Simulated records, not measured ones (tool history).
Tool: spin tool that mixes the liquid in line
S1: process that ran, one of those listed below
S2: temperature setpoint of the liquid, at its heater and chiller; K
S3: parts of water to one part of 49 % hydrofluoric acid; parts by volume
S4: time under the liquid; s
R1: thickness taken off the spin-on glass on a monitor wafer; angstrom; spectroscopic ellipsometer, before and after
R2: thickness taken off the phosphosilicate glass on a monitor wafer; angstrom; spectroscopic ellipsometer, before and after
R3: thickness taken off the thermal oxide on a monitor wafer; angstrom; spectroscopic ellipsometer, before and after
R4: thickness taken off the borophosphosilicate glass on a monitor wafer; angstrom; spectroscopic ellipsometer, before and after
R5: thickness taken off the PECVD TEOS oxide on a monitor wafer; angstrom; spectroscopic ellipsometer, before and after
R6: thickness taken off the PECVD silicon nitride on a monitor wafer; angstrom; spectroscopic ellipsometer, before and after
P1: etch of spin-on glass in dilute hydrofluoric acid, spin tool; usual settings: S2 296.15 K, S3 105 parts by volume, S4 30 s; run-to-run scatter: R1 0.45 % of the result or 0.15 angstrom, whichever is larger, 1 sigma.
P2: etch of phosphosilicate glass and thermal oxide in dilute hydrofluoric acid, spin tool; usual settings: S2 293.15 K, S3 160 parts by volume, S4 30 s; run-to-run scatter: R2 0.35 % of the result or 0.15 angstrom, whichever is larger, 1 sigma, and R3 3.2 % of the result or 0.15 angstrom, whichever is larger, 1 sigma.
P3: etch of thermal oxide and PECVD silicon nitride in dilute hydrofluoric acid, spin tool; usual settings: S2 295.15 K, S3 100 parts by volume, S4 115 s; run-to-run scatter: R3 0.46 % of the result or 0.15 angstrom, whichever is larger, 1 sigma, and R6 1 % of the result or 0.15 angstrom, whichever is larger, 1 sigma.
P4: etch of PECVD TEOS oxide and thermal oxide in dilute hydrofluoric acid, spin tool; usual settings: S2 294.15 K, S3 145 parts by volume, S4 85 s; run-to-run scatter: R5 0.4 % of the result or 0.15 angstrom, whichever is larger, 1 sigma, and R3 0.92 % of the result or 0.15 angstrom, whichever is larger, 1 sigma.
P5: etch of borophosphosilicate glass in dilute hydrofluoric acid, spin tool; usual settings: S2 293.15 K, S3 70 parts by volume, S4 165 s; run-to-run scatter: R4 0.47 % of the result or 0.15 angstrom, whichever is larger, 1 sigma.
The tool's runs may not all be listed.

run   hour  S1      S2   S3   S4      R1      R2      R3      R4      R5      R6
  1    3.3  P1  296.15  105   30  158.25
  2    9.7  P1  296.15  150   30     105
  3     17  P1  296.15  105   30  157.93
  4   22.9  P1  296.15  105   15  79.192
  5   28.3  P2  298.15  160   30          278.93  9.6946
  6   34.7  P2  293.15  160   15          114.48  3.7105
  7     40  P1  296.15  145   50  180.56
  8   45.7  P5  293.15   70   45                          152.62
  9   51.2  P4  294.15   45   85                   87.69          463.12
 10   57.8  P1  296.15  105   30  157.51
 11   62.2  P3  295.15  100  175                   74.31                  40.629
 12   67.9  P5  293.15   70  165                          560.06
 13   74.6  P1  296.15  105   60  314.99
 14     82  P3  295.15  100  115                  48.622                  26.624
 15     88  P4  294.15  145   85                  24.399          127.16
 16   91.7  P5  297.65   70  165                          668.87
 17     95  P4  290.15  145   85                  20.662          108.53
 18  100.6  P3  295.15   25  115                  213.98                  104.06
 19  107.9  P2  293.15  160   30          226.74  7.4953
 20  113.3  P2  293.15  160   30          229.55  7.0617
 21  117.5  P3  300.15  100  115                  59.445                  37.838
 22  124.6  P4  294.15  145  160                  44.884          240.17
 23  128.1  P1  296.15  105   30  157.78
 24  135.6  P2  293.15  245   30          137.73   4.456
 25  140.3  P1  300.65  105   30  187.62
 26  146.8  P5  293.15   70  165                          555.01
 27  150.7  P1  296.15   35   30  517.63
 28  155.6  P1  291.15  105   30  128.71
 29  162.1  P5  293.15  125  165                          294.67
 30  167.7  P1  296.15  105   30  157.06

Run 31 comes next. What will it give?
 31  174.1  P1  296.15  105  30   ?

R1: 152.76 angstrom
